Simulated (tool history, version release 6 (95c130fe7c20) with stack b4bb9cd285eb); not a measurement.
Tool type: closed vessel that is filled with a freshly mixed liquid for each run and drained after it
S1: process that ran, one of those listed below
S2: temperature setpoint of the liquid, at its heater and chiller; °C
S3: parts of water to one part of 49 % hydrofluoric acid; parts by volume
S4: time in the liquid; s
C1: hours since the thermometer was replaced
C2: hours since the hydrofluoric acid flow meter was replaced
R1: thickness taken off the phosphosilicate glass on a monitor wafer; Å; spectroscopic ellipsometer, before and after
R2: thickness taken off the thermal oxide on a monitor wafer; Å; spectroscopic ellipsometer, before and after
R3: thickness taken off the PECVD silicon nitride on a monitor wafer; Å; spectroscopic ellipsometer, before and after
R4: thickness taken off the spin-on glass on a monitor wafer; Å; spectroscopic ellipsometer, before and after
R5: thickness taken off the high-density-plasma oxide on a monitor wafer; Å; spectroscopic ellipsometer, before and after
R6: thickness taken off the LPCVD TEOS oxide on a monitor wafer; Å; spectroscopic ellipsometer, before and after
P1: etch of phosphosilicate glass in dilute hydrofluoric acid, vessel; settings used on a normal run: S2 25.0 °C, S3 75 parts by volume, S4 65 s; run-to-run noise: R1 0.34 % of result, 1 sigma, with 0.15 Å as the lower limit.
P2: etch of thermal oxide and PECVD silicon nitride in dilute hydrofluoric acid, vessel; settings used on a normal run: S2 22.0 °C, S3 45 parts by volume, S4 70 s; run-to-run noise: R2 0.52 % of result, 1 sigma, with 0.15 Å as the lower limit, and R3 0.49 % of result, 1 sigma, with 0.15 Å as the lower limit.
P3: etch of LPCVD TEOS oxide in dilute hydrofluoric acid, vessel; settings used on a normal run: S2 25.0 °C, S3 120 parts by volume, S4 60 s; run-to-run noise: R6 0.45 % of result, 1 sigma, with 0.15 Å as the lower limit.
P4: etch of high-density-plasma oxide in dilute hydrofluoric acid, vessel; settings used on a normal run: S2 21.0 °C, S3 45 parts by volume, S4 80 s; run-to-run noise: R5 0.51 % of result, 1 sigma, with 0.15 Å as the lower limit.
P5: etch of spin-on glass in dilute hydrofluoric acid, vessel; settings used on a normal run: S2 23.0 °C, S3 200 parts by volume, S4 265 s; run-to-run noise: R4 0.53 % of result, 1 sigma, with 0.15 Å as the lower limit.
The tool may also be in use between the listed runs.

| run | hour | S1 | S2 | S3 | S4 | C1 | C2 | R1 | R2 | R3 | R4 | R5 | R6 |
|---|---|---|---|---|---|---|---|---|---|---|---|---|---|
| 1 | 16.2 | P1 | 25.0 | 75 | 65 | 703.5 | 1038.8 | 572.58 |  |  |  |  |  |
| 2 | 24.8 | P1 | 25.0 | 75 | 65 | 712.1 | 1047.4 | 570.49 |  |  |  |  |  |
| 3 | 34.2 | P1 | 25.0 | 45 | 65 | 721.5 | 1056.8 | 994.22 |  |  |  |  |  |
| 4 | 44.6 | P2 | 22.0 | 20 | 70 | 731.9 | 1067.2 |  | 165.510 | 117.720 |  |  |  |
| 5 | 61.6 | P1 | 25.0 | 75 | 35 | 748.9 | 1084.2 | 309.18 |  |  |  |  |  |
| 6 | 79.7 | P2 | 22.0 | 45 | 70 | 767.0 | 1102.3 |  | 70.813 | 54.476 |  |  |  |
| 7 | 90.1 | P1 | 25.0 | 75 | 100 | 777.4 | 1112.7 | 877.00 |  |  |  |  |  |
| 8 | 104.9 | P5 | 23.0 | 200 | 265 | 792.2 | 1127.5 |  |  |  | 515.40 |  |  |
| 9 | 113.8 | P1 | 18.5 | 75 | 65 | 801.1 | 1136.4 | 441.05 |  |  |  |  |  |
| 10 | 131.3 | P1 | 30.5 | 75 | 65 | 818.6 | 1153.9 | 707.63 |  |  |  |  |  |
| 11 | 145.8 | P4 | 21.0 | 45 | 80 | 833.1 | 1168.4 |  |  |  |  | 84.257 |  |
| 12 | 161.9 | P5 | 17.0 | 200 | 265 | 849.2 | 1184.5 |  |  |  | 408.83 |  |  |
| 13 | 174.6 | P1 | 25.0 | 50 | 105 | 861.9 | 1197.2 | 1441.00 |  |  |  |  |  |
| 14 | 186.9 | P1 | 25.0 | 75 | 65 | 874.2 | 1209.5 | 574.23 |  |  |  |  |  |
| 15 | 197.5 | P5 | 23.0 | 200 | 265 | 884.8 | 1220.1 |  |  |  | 522.85 |  |  |
| 16 | 208.1 | P3 | 25.0 | 120 | 115 | 895.4 | 1230.7 |  |  |  |  |  | 466.07 |
| 17 | 221.7 | P3 | 25.0 | 65 | 60 | 909.0 | 1244.3 |  |  |  |  |  | 479.12 |
| 18 | 238.6 | P1 | 25.0 | 105 | 65 | 925.9 | 1261.2 | 394.87 |  |  |  |  |  |
| 19 | 253.7 | P5 | 23.0 | 295 | 265 | 941.0 | 1276.3 |  |  |  | 322.67 |  |  |
| 20 | 266.0 | P4 | 21.0 | 45 | 80 | 953.3 | 1288.6 |  |  |  |  | 83.733 |  |
| 21 | 274.1 | P4 | 21.0 | 45 | 160 | 961.4 | 1296.7 |  |  |  |  | 169.040 |  |
| 22 | 284.7 | P1 | 25.0 | 75 | 65 | 972.0 | 1307.3 | 571.67 |  |  |  |  |  |
| 23 | 298.6 | P2 | 22.0 | 45 | 70 | 985.9 | 1321.2 |  | 70.568 | 53.415 |  |  |  |

Run 24 has not been measured yet. What should we expect?
| 24 | 306.8 | P4 | 21.0 | 80 | 80 | 994.1 | 1329.4 |  |  |  |  | ? |  |

R5: 45.550 Å

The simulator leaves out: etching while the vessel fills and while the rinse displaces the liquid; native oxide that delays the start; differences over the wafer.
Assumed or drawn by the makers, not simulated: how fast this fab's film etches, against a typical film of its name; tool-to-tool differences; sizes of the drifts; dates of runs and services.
